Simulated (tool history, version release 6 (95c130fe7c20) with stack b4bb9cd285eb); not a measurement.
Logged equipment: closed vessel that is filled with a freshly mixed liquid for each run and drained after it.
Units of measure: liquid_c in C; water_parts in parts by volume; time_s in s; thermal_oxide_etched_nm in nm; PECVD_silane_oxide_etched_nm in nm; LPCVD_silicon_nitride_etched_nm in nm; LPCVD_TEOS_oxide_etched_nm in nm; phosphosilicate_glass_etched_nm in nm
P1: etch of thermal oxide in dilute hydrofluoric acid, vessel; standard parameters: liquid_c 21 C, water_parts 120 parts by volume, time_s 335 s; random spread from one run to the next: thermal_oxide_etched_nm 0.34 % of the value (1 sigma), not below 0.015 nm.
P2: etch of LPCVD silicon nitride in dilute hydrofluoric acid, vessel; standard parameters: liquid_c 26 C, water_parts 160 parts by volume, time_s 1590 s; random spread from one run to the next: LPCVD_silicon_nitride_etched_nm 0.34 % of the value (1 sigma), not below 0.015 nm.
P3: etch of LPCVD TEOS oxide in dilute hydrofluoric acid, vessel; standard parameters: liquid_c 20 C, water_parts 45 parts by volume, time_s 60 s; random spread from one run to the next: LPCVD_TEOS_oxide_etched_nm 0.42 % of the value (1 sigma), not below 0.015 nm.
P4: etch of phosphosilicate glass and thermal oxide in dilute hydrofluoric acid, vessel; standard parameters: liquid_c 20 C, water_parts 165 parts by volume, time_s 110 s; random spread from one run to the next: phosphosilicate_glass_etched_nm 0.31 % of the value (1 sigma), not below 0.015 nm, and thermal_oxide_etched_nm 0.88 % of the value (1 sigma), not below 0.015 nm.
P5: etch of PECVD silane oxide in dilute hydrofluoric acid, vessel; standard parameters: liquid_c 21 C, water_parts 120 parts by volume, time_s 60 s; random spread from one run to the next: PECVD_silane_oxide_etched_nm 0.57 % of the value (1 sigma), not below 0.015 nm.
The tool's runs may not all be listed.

run	day	process	liquid_c	water_parts	time_s	thermal_oxide_etched_nm	PECVD_silane_oxide_etched_nm	LPCVD_silicon_nitride_etched_nm	LPCVD_TEOS_oxide_etched_nm	phosphosilicate_glass_etched_nm
1	0.358	P1	21	120	335	11.199				
2	0.692	P5	21	25	60		79.297			
3	1.054	P2	26	160	1590			5.8923		
4	1.496	P2	20	160	1590			3.9893		
5	2.033	P3	27	45	60				89.132	
6	2.354	P3	20	25	60				123.86	
7	2.662	P3	20	45	60				66.8	
8	3.05	P1	21	120	335	11.145				
9	3.467	P2	26	255	1590			3.6885		
10	3.892	P1	21	120	335	11.158				
11	4.158	P5	21	120	60		14.821			
12	4.596	P1	21	120	335	11.157				
13	4.946	P4	20	165	110	2.6697				49.521
14	5.508	P1	17	120	335	9.3972				
15	5.917	P1	21	120	100	3.3038				
16	6.338	P1	21	120	670	22.381				
17	6.6	P1	21	55	335	26.1				
18	7.05	P3	20	45	30				33.576	
19	7.312	P2	26	160	900			3.3468		
20	7.7	P1	25.5	120	335	13.32				
21	7.992	P4	20	30	110	16.661				316.03
22	8.467	P5	21	120	120		29.518			
23	8.871	P5	27.5	120	60		18.88			
24	9.408	P4	17	165	110	2.3335				43.78
25	9.854	P4	20	165	180	4.261				80.794
26	10.412	P1	21	205	35	0.66114				
27	10.825	P1	21	205	335	5.9719				
28	11.221	P4	20	165	110	2.626				49.422
29	11.592	P5	21	120	60		14.726			
30	12.008	P1	21	120	335	11.089				
31	12.45	P1	21	120	335	10.684				
32	12.883	P1	21	120	335	10.521				
33	13.221	P1	21	120	335	10.402				
34	13.567	P1	21	120	335	10.27				
35	14.004	P1	21	120	335	10.261				
36	14.571	P1	21	120	335	10.134				
37	15.096	P1	21	120	335	10.179				

Run 38 is up next; what results do you expect?
38	15.433	P1	21	120	335	?				

Run 38 yielded thermal_oxide_etched_nm 10.207 nm.
